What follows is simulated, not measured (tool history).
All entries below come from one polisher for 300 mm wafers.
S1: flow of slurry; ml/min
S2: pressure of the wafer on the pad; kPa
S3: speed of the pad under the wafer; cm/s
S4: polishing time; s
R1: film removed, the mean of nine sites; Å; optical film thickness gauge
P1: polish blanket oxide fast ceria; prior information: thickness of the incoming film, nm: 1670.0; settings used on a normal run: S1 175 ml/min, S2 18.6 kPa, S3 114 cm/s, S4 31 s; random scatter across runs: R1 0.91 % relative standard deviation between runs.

run 1 hour=8.3 | S1=175 S2=18.6 S3=114 S4=31 | R1=5677.8
run 2 hour=22.5 | S1=175 S2=18.6 S3=114 S4=31 | R1=5743.0
run 3 hour=38.7 | S1=175 S2=18.6 S3=146 S4=31 | R1=7260.3
run 4 hour=55.4 | S1=175 S2=9.0 S3=114 S4=31 | R1=2782.5
run 5 hour=68.1 | S1=105 S2=18.6 S3=114 S4=31 | R1=5184.7
-- hour=77.4 head pressure recalibrated
run 6 hour=83.2 | S1=125 S2=25.5 S3=114 S4=31 | R1=7416.9
run 7 hour=98.6 | S1=175 S2=18.6 S3=114 S4=49 | R1=9133.8
run 8 hour=110.0 | S1=175 S2=18.6 S3=114 S4=31 | R1=5649.5
run 9 hour=118.7 | S1=175 S2=18.6 S3=114 S4=31 | R1=5603.4
run 10 hour=131.6 | S1=175 S2=29.0 S3=114 S4=31 | R1=8976.5
run 11 hour=144.6 | S1=175 S2=18.6 S3=140 S4=48 | R1=10814.0
run 12 hour=153.0 | S1=175 S2=18.6 S3=54 S4=31 | R1=2695.1
run 13 hour=169.0 | S1=175 S2=18.6 S3=114 S4=31 | R1=5707.4
run 14 hour=181.5 | S1=175 S2=18.6 S3=114 S4=31 | R1=5740.1
-- hour=186.8 worn pad replaced by a new one
run 15 hour=196.6 | S1=175 S2=18.6 S3=114 S4=15 | R1=2790.7

Forecast run 16:
run 16 hour=209.3 | S1=255 S2=11.7 S3=114 S4=31 | R1=?

R1: 3802.1 Å
